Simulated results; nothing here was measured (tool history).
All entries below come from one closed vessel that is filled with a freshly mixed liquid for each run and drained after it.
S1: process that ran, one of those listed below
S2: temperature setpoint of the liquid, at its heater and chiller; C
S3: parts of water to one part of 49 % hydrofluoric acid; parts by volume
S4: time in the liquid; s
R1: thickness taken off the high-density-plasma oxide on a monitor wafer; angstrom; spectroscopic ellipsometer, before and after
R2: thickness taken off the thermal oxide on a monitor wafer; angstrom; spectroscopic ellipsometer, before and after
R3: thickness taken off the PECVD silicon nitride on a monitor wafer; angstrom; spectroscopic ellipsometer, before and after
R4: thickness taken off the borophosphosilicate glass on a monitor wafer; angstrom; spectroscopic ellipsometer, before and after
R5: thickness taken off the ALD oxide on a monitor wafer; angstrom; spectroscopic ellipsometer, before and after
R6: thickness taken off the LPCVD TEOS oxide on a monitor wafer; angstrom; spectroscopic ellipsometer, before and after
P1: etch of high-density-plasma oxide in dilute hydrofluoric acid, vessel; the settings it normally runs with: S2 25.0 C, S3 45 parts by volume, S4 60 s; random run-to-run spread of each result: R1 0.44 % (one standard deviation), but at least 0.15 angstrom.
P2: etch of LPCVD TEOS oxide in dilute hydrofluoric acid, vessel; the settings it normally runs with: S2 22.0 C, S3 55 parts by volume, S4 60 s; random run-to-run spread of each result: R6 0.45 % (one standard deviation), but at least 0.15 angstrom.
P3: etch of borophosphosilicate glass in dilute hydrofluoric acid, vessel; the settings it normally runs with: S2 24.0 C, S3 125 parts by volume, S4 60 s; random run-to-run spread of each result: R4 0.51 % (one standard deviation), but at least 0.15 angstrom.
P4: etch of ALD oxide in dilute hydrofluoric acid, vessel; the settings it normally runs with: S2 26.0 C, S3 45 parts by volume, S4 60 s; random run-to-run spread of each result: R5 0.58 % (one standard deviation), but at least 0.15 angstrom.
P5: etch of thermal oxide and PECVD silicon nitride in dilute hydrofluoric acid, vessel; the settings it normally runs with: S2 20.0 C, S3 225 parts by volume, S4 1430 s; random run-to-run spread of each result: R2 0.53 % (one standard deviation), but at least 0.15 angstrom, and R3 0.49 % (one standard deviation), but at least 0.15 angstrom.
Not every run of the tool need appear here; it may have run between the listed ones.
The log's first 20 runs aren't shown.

Run 21, day 4.942: S1 P1, S2 25.0 C, S3 45 parts by volume, S4 60 s. Result: R1 73.150 angstrom.
Run 22, day 5.225: S1 P5, S2 20.0 C, S3 400 parts by volume, S4 1430 s. Result: R2 123.270 angstrom, R3 66.179 angstrom.
Run 23, day 5.462: S1 P4, S2 20.5 C, S3 45 parts by volume, S4 60 s. Result: R5 243.20 angstrom.
Run 24, day 5.617: S1 P1, S2 25.0 C, S3 45 parts by volume, S4 30 s. Result: R1 36.387 angstrom.
Run 25, day 5.942: S1 P2, S2 22.0 C, S3 55 parts by volume, S4 30 s. Result: R6 186.68 angstrom.
Run 26, day 6.283: S1 P4, S2 26.0 C, S3 45 parts by volume, S4 60 s. Result: R5 308.45 angstrom.
Run 27, day 6.450: S1 P3, S2 24.0 C, S3 125 parts by volume, S4 60 s. Result: R4 337.55 angstrom.
Run 28, day 6.658: S1 P1, S2 25.0 C, S3 45 parts by volume, S4 60 s. Result: R1 72.868 angstrom.
Run 29, day 6.921: S1 P1, S2 25.0 C, S3 45 parts by volume, S4 60 s. Result: R1 73.429 angstrom.
Run 30, day 7.162: S1 P1, S2 25.0 C, S3 45 parts by volume, S4 60 s. Result: R1 70.900 angstrom.
Run 31, day 7.383: S1 P1, S2 25.0 C, S3 45 parts by volume, S4 60 s. Result: R1 69.286 angstrom.
Run 32, day 7.725: S1 P1, S2 25.0 C, S3 45 parts by volume, S4 60 s. Result: R1 68.354 angstrom.
Run 33, day 7.900: S1 P1, S2 25.0 C, S3 45 parts by volume, S4 60 s. Result: R1 68.120 angstrom.
Run 34, day 8.183: S1 P1, S2 25.0 C, S3 45 parts by volume, S4 60 s. Result: R1 67.740 angstrom.
Run 35, day 8.438: S1 P1, S2 25.0 C, S3 45 parts by volume, S4 60 s. Result: R1 67.755 angstrom.
Run 36, day 8.708: S1 P1, S2 25.0 C, S3 45 parts by volume, S4 60 s. Result: R1 66.916 angstrom.
Run 37, day 9.042: S1 P1, S2 25.0 C, S3 45 parts by volume, S4 60 s. Result: R1 67.023 angstrom.

Expected results for the next run?
Run 38, day 9.362: S1 P1, S2 25.0 C, S3 45 parts by volume, S4 60 s. Result: R1 ?.

{"run 38": {"R1": 66.743}}

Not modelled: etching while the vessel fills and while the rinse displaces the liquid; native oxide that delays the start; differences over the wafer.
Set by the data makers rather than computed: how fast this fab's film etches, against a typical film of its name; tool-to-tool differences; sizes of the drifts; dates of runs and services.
